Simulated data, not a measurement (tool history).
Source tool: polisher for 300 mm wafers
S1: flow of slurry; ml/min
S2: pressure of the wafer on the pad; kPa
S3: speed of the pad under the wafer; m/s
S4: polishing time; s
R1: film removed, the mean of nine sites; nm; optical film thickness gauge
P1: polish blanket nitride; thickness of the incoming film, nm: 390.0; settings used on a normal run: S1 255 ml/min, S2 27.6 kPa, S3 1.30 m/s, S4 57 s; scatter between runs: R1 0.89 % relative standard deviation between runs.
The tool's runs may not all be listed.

| run | hour | S1 | S2 | S3 | S4 | R1 |
|---|---|---|---|---|---|---|
| 1 | 6.9 | 255 | 27.6 | 1.30 | 57 | 131.260 |
| 2 | 15.4 | 255 | 27.6 | 1.30 | 57 | 130.200 |
| 3 | 23.4 | 255 | 35.2 | 1.30 | 57 | 168.860 |
| 4 | 31.7 | 255 | 27.6 | 2.00 | 57 | 185.710 |
| 5 | 41.7 | 155 | 27.6 | 1.30 | 57 | 123.020 |
| 6 | 50.3 | 350 | 40.0 | 1.30 | 57 | 195.460 |
| 7 | 64.8 | 255 | 12.4 | 1.30 | 57 | 60.210 |
| 8 | 72.7 | 255 | 27.6 | 1.30 | 57 | 132.660 |
| 9 | 80.2 | 255 | 27.6 | 1.30 | 57 | 133.180 |
| 10 | 88.5 | 255 | 27.6 | 0.68 | 57 | 78.917 |
| 11 | 101.1 | 370 | 27.6 | 1.30 | 57 | 135.520 |
| 12 | 111.5 | 255 | 27.6 | 1.30 | 30 | 69.892 |
| 13 | 118.7 | 255 | 27.6 | 0.72 | 37 | 54.071 |
| 14 | 130.6 | 255 | 27.6 | 1.30 | 80 | 186.960 |
| 15 | 143.9 | 255 | 27.6 | 1.30 | 57 | 134.030 |
| 16 | 152.4 | 255 | 27.6 | 1.30 | 57 | 132.820 |
| 17 | 158.9 | 255 | 27.6 | 1.30 | 57 | 131.850 |
| 18 | 166.7 | 255 | 27.6 | 1.30 | 57 | 128.870 |

Predict the results of run 19:
| 19 | 177.6 | 255 | 27.6 | 1.30 | 57 | ? |

R1: 128.750 nm
